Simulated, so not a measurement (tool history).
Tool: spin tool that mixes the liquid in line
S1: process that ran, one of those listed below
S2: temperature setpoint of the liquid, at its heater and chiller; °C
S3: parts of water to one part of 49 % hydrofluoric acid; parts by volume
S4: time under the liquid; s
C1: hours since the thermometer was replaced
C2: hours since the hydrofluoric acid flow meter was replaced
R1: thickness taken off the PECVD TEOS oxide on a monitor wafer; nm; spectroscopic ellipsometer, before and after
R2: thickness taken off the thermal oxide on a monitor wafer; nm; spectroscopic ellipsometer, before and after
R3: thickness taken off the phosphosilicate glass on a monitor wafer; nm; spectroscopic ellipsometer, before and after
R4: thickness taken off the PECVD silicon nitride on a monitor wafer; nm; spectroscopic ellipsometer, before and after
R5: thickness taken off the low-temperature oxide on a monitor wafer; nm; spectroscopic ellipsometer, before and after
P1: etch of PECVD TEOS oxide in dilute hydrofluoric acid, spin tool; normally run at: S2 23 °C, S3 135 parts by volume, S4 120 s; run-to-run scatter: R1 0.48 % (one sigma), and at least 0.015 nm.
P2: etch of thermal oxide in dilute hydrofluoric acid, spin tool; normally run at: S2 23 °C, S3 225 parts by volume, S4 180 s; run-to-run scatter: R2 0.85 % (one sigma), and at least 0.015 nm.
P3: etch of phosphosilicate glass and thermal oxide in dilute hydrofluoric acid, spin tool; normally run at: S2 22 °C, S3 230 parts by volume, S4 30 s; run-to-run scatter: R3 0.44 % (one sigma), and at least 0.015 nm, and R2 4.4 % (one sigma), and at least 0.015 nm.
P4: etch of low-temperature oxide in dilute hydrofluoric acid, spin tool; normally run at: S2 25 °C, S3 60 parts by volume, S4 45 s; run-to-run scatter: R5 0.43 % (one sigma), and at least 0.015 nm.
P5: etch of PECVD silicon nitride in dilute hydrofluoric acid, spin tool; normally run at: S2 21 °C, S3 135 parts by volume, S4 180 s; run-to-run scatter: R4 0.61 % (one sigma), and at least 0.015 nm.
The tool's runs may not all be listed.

run,hour,S1,S2,S3,S4,C1,C2,R1,R2,R3,R4,R5
1,18.4,P1,23,135,120,649.2,990.3,14.522,,,,
2,36.8,P2,17.5,225,180,667.6,1008.7,,2.5403,,,
3,49.8,P3,22,355,30,680.6,1021.7,,0.28829,9.4841,,
4,67.8,P1,23,135,120,698.6,1039.7,14.374,,,,
5,83.4,P5,21,135,15,714.2,1055.3,,,,0.29766,
# hour 96.2: hydrofluoric acid flow meter replaced
6,101.4,P1,23,135,120,732.2,5.2,14.446,,,,
7,111.7,P2,23,225,30,742.5,15.5,,0.53853,,,
8,122.1,P1,23,30,120,752.9,25.9,74.045,,,,
9,140.1,P4,33,60,45,770.9,43.9,,,,,18.495
10,157.9,P1,23,210,120,788.7,61.7,8.538,,,,
11,168.5,P1,28.5,135,120,799.3,72.3,17.896,,,,
12,177.7,P1,23,135,120,808.5,81.5,14.381,,,,
13,188.5,P1,23,135,120,819.3,92.3,14.466,,,,
14,202.4,P4,25,95,45,833.2,106.2,,,,,8.1422
15,216.3,P1,19,135,120,847.1,120.1,12.348,,,,
16,225.1,P3,22,230,60,855.9,128.9,,0.89929,33.203,,
17,237.8,P2,23,325,180,868.6,141.6,,1.9901,,,
18,254.2,P1,26.5,135,40,885,158,5.5193,,,,
19,267.8,P5,21,135,180,898.6,171.6,,,,3.7052,
20,283.9,P4,25,60,45,914.7,187.7,,,,,13.53
21,293.3,P1,23,135,180,924.1,197.1,21.654,,,,
22,311,P5,25.5,135,180,941.8,214.8,,,,4.8997,
23,327.3,P3,22,230,30,958.1,231.1,,0.5249,16.434,,
24,338.4,P5,21,25,180,969.2,242.2,,,,18.651,
25,356.8,P4,25,60,75,987.6,260.6,,,,,22.344
26,365.1,P3,17,230,30,995.9,268.9,,0.38998,13.574,,
27,374.4,P1,23,135,20,1005.2,278.2,2.4255,,,,
28,389.8,P2,23,225,180,1020.6,293.6,,3.0915,,,
29,402.5,P1,23,135,120,1033.3,306.3,14.477,,,,
30,420.3,P1,23,135,120,1051.1,324.1,14.819,,,,
31,430.2,P1,23,135,120,1061,334,14.806,,,,
32,444.1,P1,23,135,120,1074.9,347.9,15.048,,,,
33,457.9,P1,23,135,120,1088.7,361.7,15.1,,,,
34,465.9,P1,23,135,120,1096.7,369.7,15.14,,,,
35,475.9,P1,23,135,120,1106.7,379.7,15.007,,,,
36,485.8,P1,23,135,120,1116.6,389.6,15.174,,,,
37,494.4,P1,23,135,120,1125.2,398.2,15.238,,,,
38,510,P1,23,135,120,1140.8,413.8,15.322,,,,
39,521.9,P1,23,135,120,1152.7,425.7,15.324,,,,
40,539.7,P1,23,135,120,1170.5,443.5,15.284,,,,

What P1 gives has crept away from where it was. These 2 causes fit the log equally well, each at the size given:
A: hydrofluoric acid flow above the setpoint (%) = 5
B: liquid hotter than its thermometer reads (K) = 1.45
The creep began at about hour 402.5.

4 check runs are offered, each on 2 wafers whose results are averaged, their results left as question marks. Which one tells the causes apart?
check 1,557.5,P5,21,135,180,,,,,,?,
check 2,557.5,P2,23,225,180,,,,?,,,
check 3,557.5,P4,25,60,45,,,,,,,?
check 4,557.5,P3,22,230,30,,,,?,?,,

What each check would give under each cause:
check,result,if A,if B
check 1,R4,3.8353,4.0249
check 2,R2,3.3335,3.3106
check 3,R5,14.208,14.289
check 4,R2,0.51759,0.51429
check 4,R3,17.424,17.313
How far apart the two closest causes lie, in the result that separates them most: check 1 4.82 %; check 2 0.69 %; check 3 0.57 %; check 4 0.64 %
Only check 1 tells the causes apart: in the others they would give nearly the same result.

Then check 1 was run and gave: R4 3.8185 nm. Which cause is it?

It is A: hydrofluoric acid flow above the setpoint (%).
